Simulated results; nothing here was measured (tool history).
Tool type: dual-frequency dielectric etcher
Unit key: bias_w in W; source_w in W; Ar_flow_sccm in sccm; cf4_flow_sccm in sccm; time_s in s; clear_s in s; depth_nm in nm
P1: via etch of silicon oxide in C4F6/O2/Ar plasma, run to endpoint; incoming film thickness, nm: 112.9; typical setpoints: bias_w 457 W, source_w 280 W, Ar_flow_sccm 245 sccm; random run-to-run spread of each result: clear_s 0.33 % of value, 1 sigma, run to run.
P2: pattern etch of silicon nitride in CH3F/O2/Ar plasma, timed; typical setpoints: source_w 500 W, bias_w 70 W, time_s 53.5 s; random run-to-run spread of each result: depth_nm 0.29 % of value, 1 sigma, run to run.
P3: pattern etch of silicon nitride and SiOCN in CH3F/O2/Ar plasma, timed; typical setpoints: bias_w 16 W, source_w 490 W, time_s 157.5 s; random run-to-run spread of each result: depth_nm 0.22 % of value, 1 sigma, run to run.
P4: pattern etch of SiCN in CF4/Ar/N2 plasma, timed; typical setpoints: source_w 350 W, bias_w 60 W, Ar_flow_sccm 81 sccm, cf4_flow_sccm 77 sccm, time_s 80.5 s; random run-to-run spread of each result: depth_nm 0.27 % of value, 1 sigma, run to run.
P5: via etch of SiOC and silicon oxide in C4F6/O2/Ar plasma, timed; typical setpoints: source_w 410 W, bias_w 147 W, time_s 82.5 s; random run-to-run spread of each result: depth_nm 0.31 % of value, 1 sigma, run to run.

run,hour,process,bias_w,source_w,Ar_flow_sccm,cf4_flow_sccm,time_s,hours since the last wet clean,hours since the last bias power generator calibration,hours since the last source power generator calibration,hours since the last Ar flow controller change,clear_s,depth_nm
1,13.3,P1,457,280,245,,,244.8,1622.3,2451.8,1597.4,28.305,
2,21.5,P4,60,220,81,77,80.5,253,1630.5,2460,1605.6,,35.728
3,36.3,P1,457,180,245,,,267.8,1645.3,2474.8,1620.4,33.261,
4,50.4,P5,147,570,,,82.5,281.9,1659.4,2488.9,1634.5,,98.475
5,62.2,P4,60,350,81,77,80.5,293.7,1671.2,2500.7,1646.3,,53.915
6,77.6,P3,16,490,,,104,309.1,1686.6,2516.1,1661.7,,12.993
7,88,P1,383,280,149,,,319.5,1697,2526.5,1672.1,28.822,
8,99.3,P1,457,360,296,,,330.8,1708.3,2537.8,1683.4,26.371,
9,115,P2,70,650,,,53.5,346.5,1724,2553.5,1699.1,,43.778
10,129.9,P1,457,280,245,,,361.4,1738.9,2568.4,1714,28.453,
11,147.8,P2,70,500,,,53.5,379.3,1756.8,2586.3,1731.9,,39.409
12,161.5,P3,16,650,,,157.5,393,1770.5,2600,1745.6,,21.816
13,172.7,P4,60,350,81,62,80.5,404.2,1781.7,2611.2,1756.8,,52.346
14,181.1,P1,457,280,309,,,412.6,1790.1,2619.6,1765.2,29.261,
15,195.2,P3,12,490,,,157.5,426.7,1804.2,2633.7,1779.3,,17.642
16,207.3,P2,70,500,,,53.5,438.8,1816.3,2645.8,1791.4,,39.624
17,215.8,P1,457,280,245,,,447.3,1824.8,2654.3,1799.9,28.244,
18,230.1,P4,60,350,81,77,115,461.6,1839.1,2668.6,1814.2,,76.849
19,244.3,P4,36,350,81,77,80.5,475.8,1853.3,2682.8,1828.4,,46.381
20,254.5,P1,457,280,245,,,486,1863.5,2693,1838.6,28.447,
21,266.7,P3,16,490,,,157.5,498.2,1875.7,2705.2,1850.8,,19.685
22,279,P4,60,350,114,77,80.5,510.5,1888,2717.5,1863.1,,51.281

Run 23 comes next. What will it give?
23,296.1,P2,70,500,,,69,527.6,1905.1,2734.6,1880.2,,?

Run 23 came out at depth_nm 50.986 nm.
